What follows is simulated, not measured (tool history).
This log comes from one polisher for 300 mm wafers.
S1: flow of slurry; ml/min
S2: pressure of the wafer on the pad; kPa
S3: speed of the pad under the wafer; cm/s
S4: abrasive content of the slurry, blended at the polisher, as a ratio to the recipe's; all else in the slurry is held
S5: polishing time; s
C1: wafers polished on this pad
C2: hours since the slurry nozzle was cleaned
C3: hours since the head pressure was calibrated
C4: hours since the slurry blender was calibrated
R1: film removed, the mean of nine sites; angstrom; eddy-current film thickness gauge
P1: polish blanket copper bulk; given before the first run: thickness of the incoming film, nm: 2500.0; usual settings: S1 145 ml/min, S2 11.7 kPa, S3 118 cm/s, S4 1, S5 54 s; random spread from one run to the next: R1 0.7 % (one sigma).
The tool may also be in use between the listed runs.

{"run": 1, "hour": 11.9, "S1": 145, "S2": 11.7, "S3": 118, "S4": 1, "S5": 54, "C1": 575, "C2": 566.8, "C3": 362.6, "C4": 47.9, "R1": 4137.1}
{"run": 2, "hour": 21.8, "S1": 180, "S2": 11.7, "S3": 118, "S4": 1, "S5": 54, "C1": 721, "C2": 576.7, "C3": 372.5, "C4": 57.8, "R1": 4394.8}
{"hour": 33.4, "done": "head pressure recalibrated"}
{"run": 3, "hour": 34.0, "S1": 145, "S2": 11.7, "S3": 118, "S4": 1, "S5": 72, "C1": 901, "C2": 588.9, "C3": 0.6, "C4": 70, "R1": 5619.1}
{"run": 4, "hour": 42.9, "S1": 145, "S2": 11.7, "S3": 118, "S4": 1, "S5": 54, "C1": 1032, "C2": 597.8, "C3": 9.5, "C4": 78.9, "R1": 4161.6}
{"run": 5, "hour": 60.6, "S1": 145, "S2": 11.7, "S3": 118, "S4": 0.65, "S5": 54, "C1": 1293, "C2": 615.5, "C3": 27.2, "C4": 96.6, "R1": 3794.8}
{"run": 6, "hour": 75.9, "S1": 145, "S2": 11.7, "S3": 118, "S4": 1, "S5": 54, "C1": 1519, "C2": 630.8, "C3": 42.5, "C4": 111.9, "R1": 4155.5}
{"run": 7, "hour": 88.6, "S1": 145, "S2": 11.7, "S3": 186, "S4": 1, "S5": 54, "C1": 1706, "C2": 643.5, "C3": 55.2, "C4": 124.6, "R1": 6606.6}
{"run": 8, "hour": 100.5, "S1": 145, "S2": 5.5, "S3": 118, "S4": 1, "S5": 41, "C1": 1882, "C2": 655.4, "C3": 67.1, "C4": 136.5, "R1": 1490.7}
{"run": 9, "hour": 114.8, "S1": 145, "S2": 11.7, "S3": 118, "S4": 1, "S5": 29, "C1": 2093, "C2": 669.7, "C3": 81.4, "C4": 150.8, "R1": 2230.1}
{"run": 10, "hour": 126.5, "S1": 145, "S2": 11.7, "S3": 118, "S4": 1.25, "S5": 54, "C1": 2266, "C2": 681.4, "C3": 93.1, "C4": 162.5, "R1": 4366.3}
{"run": 11, "hour": 142.4, "S1": 145, "S2": 18.6, "S3": 118, "S4": 1, "S5": 54, "C1": 2500, "C2": 697.3, "C3": 109, "C4": 178.4, "R1": 6641.4}
{"run": 12, "hour": 151.2, "S1": 145, "S2": 11.7, "S3": 118, "S4": 1, "S5": 54, "C1": 2630, "C2": 706.1, "C3": 117.8, "C4": 187.2, "R1": 4222.7}
{"run": 13, "hour": 163.5, "S1": 145, "S2": 11.7, "S3": 118, "S4": 1, "S5": 54, "C1": 2812, "C2": 718.4, "C3": 130.1, "C4": 199.5, "R1": 4145.8}
{"run": 14, "hour": 176.8, "S1": 145, "S2": 11.7, "S3": 82, "S4": 1, "S5": 71, "C1": 3008, "C2": 731.7, "C3": 143.4, "C4": 212.8, "R1": 3820.1}
{"run": 15, "hour": 190.9, "S1": 145, "S2": 11.7, "S3": 118, "S4": 1, "S5": 54, "C1": 3216, "C2": 745.8, "C3": 157.5, "C4": 226.9, "R1": 4156.2}
{"run": 16, "hour": 202.6, "S1": 145, "S2": 6.2, "S3": 118, "S4": 1, "S5": 54, "C1": 3389, "C2": 757.5, "C3": 169.2, "C4": 238.6, "R1": 2194.6}
{"run": 17, "hour": 213.9, "S1": 145, "S2": 11.7, "S3": 62, "S4": 1, "S5": 54, "C1": 3555, "C2": 768.8, "C3": 180.5, "C4": 249.9, "R1": 2206.4}
{"run": 18, "hour": 227.7, "S1": 100, "S2": 11.7, "S3": 118, "S4": 1, "S5": 54, "C1": 3759, "C2": 782.6, "C3": 194.3, "C4": 263.7, "R1": 3820.4}
{"run": 19, "hour": 237.7, "S1": 205, "S2": 11.7, "S3": 118, "S4": 1, "S5": 68, "C1": 3906, "C2": 792.6, "C3": 204.3, "C4": 273.7, "R1": 5532.2}
{"run": 20, "hour": 250.2, "S1": 145, "S2": 11.7, "S3": 118, "S4": 1, "S5": 54, "C1": 4091, "C2": 805.1, "C3": 216.8, "C4": 286.2, "R1": 4129}
{"run": 21, "hour": 258.2, "S1": 145, "S2": 11.7, "S3": 118, "S4": 1, "S5": 54, "C1": 4209, "C2": 813.1, "C3": 224.8, "C4": 294.2, "R1": 4047.7}
{"run": 22, "hour": 274.5, "S1": 145, "S2": 11.7, "S3": 118, "S4": 1, "S5": 54, "C1": 4449, "C2": 829.4, "C3": 241.1, "C4": 310.5, "R1": 3872.5}
{"run": 23, "hour": 284.8, "S1": 145, "S2": 11.7, "S3": 118, "S4": 1, "S5": 54, "C1": 4601, "C2": 839.7, "C3": 251.4, "C4": 320.8, "R1": 3824.1}
{"hour": 285.4, "done": "slurry blender recalibrated"}
{"hour": 294.1, "done": "head pressure recalibrated"}
{"run": 24, "hour": 302.2, "S1": 145, "S2": 11.7, "S3": 118, "S4": 1, "S5": 54, "C1": 4858, "C2": 857.1, "C3": 8.2, "C4": 16.8, "R1": 3774.3}
{"run": 25, "hour": 317.0, "S1": 145, "S2": 11.7, "S3": 118, "S4": 1, "S5": 54, "C1": 5077, "C2": 871.9, "C3": 23, "C4": 31.6, "R1": 3760.2}
{"run": 26, "hour": 330.7, "S1": 145, "S2": 11.7, "S3": 118, "S4": 1, "S5": 54, "C1": 5279, "C2": 885.6, "C3": 36.7, "C4": 45.3, "R1": 3779.8}
{"run": 27, "hour": 339.3, "S1": 145, "S2": 11.7, "S3": 118, "S4": 1, "S5": 54, "C1": 5406, "C2": 894.2, "C3": 45.3, "C4": 53.9, "R1": 3751.8}

What P1 gives has crept off from where it sat before. The 2 causes that follow fit the log equally well, each at the size noted:
A: removal rate lost through wear of the pad, % = 9.75
B: slurry flow missing at the pad, % = 36.8
The drift started at roughly hour 250.2.
Each remaining cause and why it is not a fit:
head's pressure below its setpoint, %: work on it at hour 294.1, done after the drift set in, did not restore what the process gave before
abrasive missing from the slurry, %: work on it at hour 285.4, done after the drift set in, did not restore what the process gave before

The 4 check runs listed below each average the results of 2 wafers, and their outcomes are marked with question marks. Under which run would the listed causes produce clearly different results?
{"run": "check 1", "hour": 347.9, "S1": 145, "S2": 17.9, "S3": 118, "S4": 1, "S5": 54, "R1": "?"}
{"run": "check 2", "hour": 347.9, "S1": 100, "S2": 11.7, "S3": 62, "S4": 1, "S5": 54, "R1": "?"}
{"run": "check 3", "hour": 347.9, "S1": 145, "S2": 11.7, "S3": 152, "S4": 1, "S5": 54, "R1": "?"}
{"run": "check 4", "hour": 347.9, "S1": 145, "S2": 11.7, "S3": 164, "S4": 1, "S5": 54, "R1": "?"}

If the cause were each of the candidates in turn, the checks would give the following:
check=check_1 result=R1 if_A=5752.7 if_B=5753.3
check=check_2 result=R1 if_A=1825.1 if_B=1755.1
check=check_3 result=R1 if_A=4845.2 if_B=4845.7
check=check_4 result=R1 if_A=5227.7 if_B=5228.3
Separation of the two closest causes in each check, using whichever result separates them best: check 1 0.01 %; check 2 3.91 %; check 3 0.01 %; check 4 0.01 %
Of the check runs offered, only check 2 discriminates between the causes; the rest would read about the same regardless of which cause applies.

Here is what check 2 returned: R1 1817 angstrom. Which cause is it?

It was cause A: removal rate lost through wear of the pad, %.
